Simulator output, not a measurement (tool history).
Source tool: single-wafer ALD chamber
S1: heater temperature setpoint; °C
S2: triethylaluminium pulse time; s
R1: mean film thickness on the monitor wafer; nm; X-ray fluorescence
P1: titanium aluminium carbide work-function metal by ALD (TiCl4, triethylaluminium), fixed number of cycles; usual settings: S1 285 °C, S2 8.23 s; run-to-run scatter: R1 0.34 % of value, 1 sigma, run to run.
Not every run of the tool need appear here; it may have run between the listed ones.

{"run": 1, "day": 0.133, "S1": 285, "S2": 8.23, "R1": 1.8128}
{"run": 2, "day": 0.392, "S1": 285, "S2": 8.23, "R1": 1.8307}
{"run": 3, "day": 0.596, "S1": 285, "S2": 3.22, "R1": 1.2885}
{"run": 4, "day": 0.808, "S1": 285, "S2": 8.23, "R1": 1.8189}
{"run": 5, "day": 1.046, "S1": 285, "S2": 8.23, "R1": 1.8222}
{"run": 6, "day": 1.204, "S1": 262, "S2": 8.23, "R1": 1.6446}
{"run": 7, "day": 1.433, "S1": 300, "S2": 8.23, "R1": 1.9484}
{"run": 8, "day": 1.633, "S1": 285, "S2": 8.23, "R1": 1.8195}
{"run": 9, "day": 1.888, "S1": 285, "S2": 8.23, "R1": 1.827}
{"run": 10, "day": 2.158, "S1": 267, "S2": 10.61, "R1": 1.7259}
{"run": 11, "day": 2.321, "S1": 285, "S2": 8.23, "R1": 1.828}
{"run": 12, "day": 2.483, "S1": 285, "S2": 12.81, "R1": 1.9168}
{"run": 13, "day": 2.642, "S1": 285, "S2": 8.23, "R1": 1.823}
{"run": 14, "day": 2.846, "S1": 285, "S2": 8.23, "R1": 1.8093}
{"run": 15, "day": 3.058, "S1": 285, "S2": 8.23, "R1": 1.8055}
{"run": 16, "day": 3.217, "S1": 285, "S2": 8.23, "R1": 1.8132}
{"run": 17, "day": 3.4, "S1": 285, "S2": 8.23, "R1": 1.7979}
{"run": 18, "day": 3.529, "S1": 285, "S2": 8.23, "R1": 1.7859}
{"run": 19, "day": 3.758, "S1": 285, "S2": 8.23, "R1": 1.7904}
{"run": 20, "day": 3.883, "S1": 285, "S2": 8.23, "R1": 1.789}
{"run": 21, "day": 4.121, "S1": 285, "S2": 8.23, "R1": 1.781}
{"run": 22, "day": 4.288, "S1": 285, "S2": 8.23, "R1": 1.7835}
{"run": 23, "day": 4.496, "S1": 285, "S2": 8.23, "R1": 1.7902}

P1 no longer gives what it gave before; its output has crept away from where it was. The following 2 causes, each at its listed size, fit the log equally well:
A: triethylaluminium dose below that of a fresh bottle (%) = 10.2
B: wafer temperature below the value expected at the setpoint (K) = 4.55
The onset of the drift is placed at about day 2.642.

Listed below are the offered check runs, one wafer per run, with question marks in place of results. For which of them would the causes give clearly different outcomes?
{"run": "check 1", "day": 4.704, "S1": 271, "S2": 8.23, "R1": "?"}
{"run": "check 2", "day": 4.704, "S1": 297, "S2": 10.35, "R1": "?"}
{"run": "check 3", "day": 4.704, "S1": 285, "S2": 3.52, "R1": "?"}
{"run": "check 4", "day": 4.704, "S1": 265, "S2": 8.23, "R1": "?"}

If the cause were each of the candidates in turn, the checks would give the following:
check=check_1 result=R1 if_A=1.6727 if_B=1.671
check=check_2 result=R1 if_A=1.9622 if_B=1.9478
check=check_3 result=R1 if_A=1.2864 if_B=1.3339
check=check_4 result=R1 if_A=1.6244 if_B=1.622
Per check, the gap between the least separated pair of causes, taken in the result that splits them most: check 1 0.1 %; check 2 0.73 %; check 3 3.63 %; check 4 0.15 %
Check 3 is the one run that separates the causes; every other check would come out nearly the same whichever cause is at work.

Check 3 has now been run. It gave: R1 1.3352 nm. Which of the candidate causes is it?

The correct cause is B, namely: wafer temperature below the value expected at the setpoint (K).
